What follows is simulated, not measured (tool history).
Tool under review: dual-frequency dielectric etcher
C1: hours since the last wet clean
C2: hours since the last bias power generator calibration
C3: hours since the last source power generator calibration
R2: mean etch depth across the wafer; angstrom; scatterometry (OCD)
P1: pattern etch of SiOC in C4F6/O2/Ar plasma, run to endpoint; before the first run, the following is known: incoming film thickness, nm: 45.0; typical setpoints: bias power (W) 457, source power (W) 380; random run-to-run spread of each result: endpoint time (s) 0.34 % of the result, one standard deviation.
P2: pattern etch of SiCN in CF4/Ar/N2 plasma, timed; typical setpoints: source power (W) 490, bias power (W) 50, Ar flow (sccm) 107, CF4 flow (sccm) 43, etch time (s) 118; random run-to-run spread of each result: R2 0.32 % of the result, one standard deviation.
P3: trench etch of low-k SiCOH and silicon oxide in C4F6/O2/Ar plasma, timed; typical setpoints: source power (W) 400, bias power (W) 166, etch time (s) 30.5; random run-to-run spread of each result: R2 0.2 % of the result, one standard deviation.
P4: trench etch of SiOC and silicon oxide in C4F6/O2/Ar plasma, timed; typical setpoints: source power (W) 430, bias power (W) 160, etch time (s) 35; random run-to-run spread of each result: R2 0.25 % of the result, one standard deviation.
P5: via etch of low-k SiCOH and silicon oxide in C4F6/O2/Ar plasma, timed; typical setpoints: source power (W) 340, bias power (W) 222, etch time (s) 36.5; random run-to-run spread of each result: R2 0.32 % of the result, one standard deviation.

run 1 hour=11.4 | process_that_ran=P1 bias_power_(W)=457 source_power_(W)=380 | C1=255.4 C2=1133.7 C3=1584.6 | endpoint_time_(s)=15.301
run 2 hour=21.7 | process_that_ran=P3 bias_power_(W)=166 source_power_(W)=400 etch_time_(s)=30.5 | C1=265.7 C2=1144 C3=1594.9 | R2=917.06
run 3 hour=34 | process_that_ran=P4 bias_power_(W)=160 source_power_(W)=580 etch_time_(s)=35 | C1=278 C2=1156.3 C3=1607.2 | R2=777.67
run 4 hour=44.3 | process_that_ran=P4 bias_power_(W)=160 source_power_(W)=430 etch_time_(s)=20.5 | C1=288.3 C2=1166.6 C3=1617.5 | R2=404.39
run 5 hour=55.5 | process_that_ran=P1 bias_power_(W)=457 source_power_(W)=380 | C1=299.5 C2=1177.8 C3=1628.7 | endpoint_time_(s)=15.14
run 6 hour=67.6 | process_that_ran=P3 bias_power_(W)=211 source_power_(W)=400 etch_time_(s)=30.5 | C1=311.6 C2=1189.9 C3=1640.8 | R2=994.47
run 7 hour=74.6 | process_that_ran=P1 bias_power_(W)=457 source_power_(W)=380 | C1=318.6 C2=1196.9 C3=1647.8 | endpoint_time_(s)=15.175
run 8 hour=86.3 | process_that_ran=P4 bias_power_(W)=160 source_power_(W)=430 etch_time_(s)=35 | C1=330.3 C2=1208.6 C3=1659.5 | R2=689.46
run 9 hour=93.7 | process_that_ran=P2 bias_power_(W)=50 source_power_(W)=490 etch_time_(s)=118 Ar_flow_(sccm)=84 CF4_flow_(sccm)=43 | C1=337.7 C2=1216 C3=1666.9 | R2=924.22
run 10 hour=101.6 | process_that_ran=P2 bias_power_(W)=50 source_power_(W)=490 etch_time_(s)=118 Ar_flow_(sccm)=107 CF4_flow_(sccm)=35 | C1=345.6 C2=1223.9 C3=1674.8 | R2=848.92
run 11 hour=114.2 | process_that_ran=P1 bias_power_(W)=457 source_power_(W)=230 | C1=358.2 C2=1236.5 C3=1687.4 | endpoint_time_(s)=18.241
run 12 hour=120.3 | process_that_ran=P2 bias_power_(W)=50 source_power_(W)=620 etch_time_(s)=118 Ar_flow_(sccm)=107 CF4_flow_(sccm)=43 | C1=364.3 C2=1242.6 C3=1693.5 | R2=1094.9
run 13 hour=129.3 | process_that_ran=P5 bias_power_(W)=222 source_power_(W)=250 etch_time_(s)=36.5 | C1=373.3 C2=1251.6 C3=1702.5 | R2=842.78
run 14 hour=135.3 | process_that_ran=P1 bias_power_(W)=457 source_power_(W)=380 | C1=379.3 C2=1257.6 C3=1708.5 | endpoint_time_(s)=15.264
run 15 hour=143.6 | process_that_ran=P5 bias_power_(W)=306 source_power_(W)=340 etch_time_(s)=36.5 | C1=387.6 C2=1265.9 C3=1716.8 | R2=1064.1
run 16 hour=155.7 | process_that_ran=P1 bias_power_(W)=457 source_power_(W)=480 | C1=399.7 C2=1278 C3=1728.9 | endpoint_time_(s)=13.883
run 17 hour=165.1 | process_that_ran=P1 bias_power_(W)=533 source_power_(W)=440 | C1=409.1 C2=1287.4 C3=1738.3 | endpoint_time_(s)=13.631
run 18 hour=173.1 | process_that_ran=P3 bias_power_(W)=166 source_power_(W)=400 etch_time_(s)=30.5 | C1=417.1 C2=1295.4 C3=1746.3 | R2=917.21
run 19 hour=181.3 | process_that_ran=P2 bias_power_(W)=32 source_power_(W)=490 etch_time_(s)=118 Ar_flow_(sccm)=107 CF4_flow_(sccm)=43 | C1=425.3 C2=1303.6 C3=1754.5 | R2=759.87
run 20 hour=191.5 | process_that_ran=P5 bias_power_(W)=222 source_power_(W)=340 etch_time_(s)=20 | C1=435.5 C2=1313.8 C3=1764.7 | R2=518.94
run 21 hour=198.5 | process_that_ran=P1 bias_power_(W)=354 source_power_(W)=240 | C1=442.5 C2=1320.8 C3=1771.7 | endpoint_time_(s)=19.747
run 22 hour=205.8 | process_that_ran=P3 bias_power_(W)=166 source_power_(W)=310 etch_time_(s)=30.5 | C1=449.8 C2=1328.1 C3=1779 | R2=831.23
run 23 hour=215.2 | process_that_ran=P1 bias_power_(W)=457 source_power_(W)=380 | C1=459.2 C2=1337.5 C3=1788.4 | endpoint_time_(s)=15.173
run 24 hour=224.3 | process_that_ran=P5 bias_power_(W)=222 source_power_(W)=340 etch_time_(s)=36.5 | C1=468.3 C2=1346.6 C3=1797.5 | R2=947.69
run 25 hour=232.6 | process_that_ran=P4 bias_power_(W)=225 source_power_(W)=430 etch_time_(s)=35 | C1=476.6 C2=1354.9 C3=1805.8 | R2=769.92
run 26 hour=242.8 | process_that_ran=P2 bias_power_(W)=50 source_power_(W)=490 etch_time_(s)=118 Ar_flow_(sccm)=107 CF4_flow_(sccm)=43 | C1=486.8 C2=1365.1 C3=1816 | R2=885.82
run 27 hour=249 | process_that_ran=P2 bias_power_(W)=50 source_power_(W)=490 etch_time_(s)=118 Ar_flow_(sccm)=107 CF4_flow_(sccm)=43 | C1=493 C2=1371.3 C3=1822.2 | R2=880.02
run 28 hour=261.1 | process_that_ran=P1 bias_power_(W)=568 source_power_(W)=540 | C1=505.1 C2=1383.4 C3=1834.3 | endpoint_time_(s)=12.328
run 29 hour=267.8 | process_that_ran=P1 bias_power_(W)=275 source_power_(W)=380 | C1=511.8 C2=1390.1 C3=1841 | endpoint_time_(s)=18.15
run 30 hour=279.9 | process_that_ran=P1 bias_power_(W)=572 source_power_(W)=380 | C1=523.9 C2=1402.2 C3=1853.1 | endpoint_time_(s)=14.013
run 31 hour=290.8 | process_that_ran=P2 bias_power_(W)=50 source_power_(W)=490 etch_time_(s)=161.5 Ar_flow_(sccm)=107 CF4_flow_(sccm)=43 | C1=534.8 C2=1413.1 C3=1864 | R2=1210.6
run 32 hour=299.4 | process_that_ran=P3 bias_power_(W)=166 source_power_(W)=400 etch_time_(s)=21.5 | C1=543.4 C2=1421.7 C3=1872.6 | R2=647.82
run 33 hour=305.7 | process_that_ran=P1 bias_power_(W)=457 source_power_(W)=380 | C1=549.7 C2=1428 C3=1878.9 | endpoint_time_(s)=15.192
run 34 hour=315.4 | process_that_ran=P1 bias_power_(W)=457 source_power_(W)=380 | C1=559.4 C2=1437.7 C3=1888.6 | endpoint_time_(s)=15.277
run 35 hour=327.8 | process_that_ran=P1 bias_power_(W)=457 source_power_(W)=380 | C1=571.8 C2=1450.1 C3=1901 | endpoint_time_(s)=15.337
run 36 hour=337.3 | process_that_ran=P1 bias_power_(W)=457 source_power_(W)=380 | C1=581.3 C2=1459.6 C3=1910.5 | endpoint_time_(s)=15.397
run 37 hour=348 | process_that_ran=P1 bias_power_(W)=457 source_power_(W)=380 | C1=592 C2=1470.3 C3=1921.2 | endpoint_time_(s)=15.414
run 38 hour=356.3 | process_that_ran=P1 bias_power_(W)=457 source_power_(W)=380 | C1=600.3 C2=1478.6 C3=1929.5 | endpoint_time_(s)=15.449
run 39 hour=366 | process_that_ran=P1 bias_power_(W)=457 source_power_(W)=380 | C1=610 C2=1488.3 C3=1939.2 | endpoint_time_(s)=15.583
-- hour=370.3 wet clean of the chamber
run 40 hour=373.8 | process_that_ran=P1 bias_power_(W)=457 source_power_(W)=380 | C1=3.6 C2=1496.1 C3=1947 | endpoint_time_(s)=15.44
run 41 hour=384.7 | process_that_ran=P1 bias_power_(W)=457 source_power_(W)=380 | C1=14.5 C2=1507 C3=1957.9 | endpoint_time_(s)=15.472
run 42 hour=394.5 | process_that_ran=P1 bias_power_(W)=457 source_power_(W)=380 | C1=24.3 C2=1516.8 C3=1967.7 | endpoint_time_(s)=15.461

The output of P1 has drifted from where it used to be. Each of the 2 causes below, taken at the size shown beside it, accounts for the log equally well:
A: bias power that arrives under what is set, % = 4.56
B: source power that arrives under what is set, % = 4.54
The onset of the drift is placed at about hour 305.7.
All other causes, with the reason each is excluded:
chamber walls in a state that lowers the etch rate, %: serviced at hour 370.3, after the change had begun; the process did not return to its earlier output

Of the 4 check runs listed below, each run on one wafer and each result written as a question mark, which would let you distinguish the listed causes because they would give clearly different results?
run check 1 hour=404.3 | process_that_ran=P5 bias_power_(W)=222 source_power_(W)=340 etch_time_(s)=36.5 | R2=?
run check 2 hour=404.3 | process_that_ran=P4 bias_power_(W)=160 source_power_(W)=430 etch_time_(s)=35 | R2=?
run check 3 hour=404.3 | process_that_ran=P2 bias_power_(W)=50 source_power_(W)=490 etch_time_(s)=118 Ar_flow_(sccm)=107 CF4_flow_(sccm)=43 | R2=?
run check 4 hour=404.3 | process_that_ran=P3 bias_power_(W)=166 source_power_(W)=400 etch_time_(s)=30.5 | R2=?

What every check run would give for each of its results, assuming each possible cause in turn:
check=check_1 result=R2 if_A=934.93 if_B=932.77
check=check_2 result=R2 if_A=681.14 if_B=678.42
check=check_3 result=R2 if_A=871.23 if_B=850.2
check=check_4 result=R2 if_A=904.55 if_B=901.14
Separation of the two closest causes in each check, using whichever result separates them best: check 1 0.23 %; check 2 0.4 %; check 3 2.44 %; check 4 0.38 %
Check 3 tells the causes apart: in the others they would give nearly the same result.

Here is what check 3 returned: R2 846.36 angstrom. Which cause is it?

It is B: source power that arrives under what is set, %.
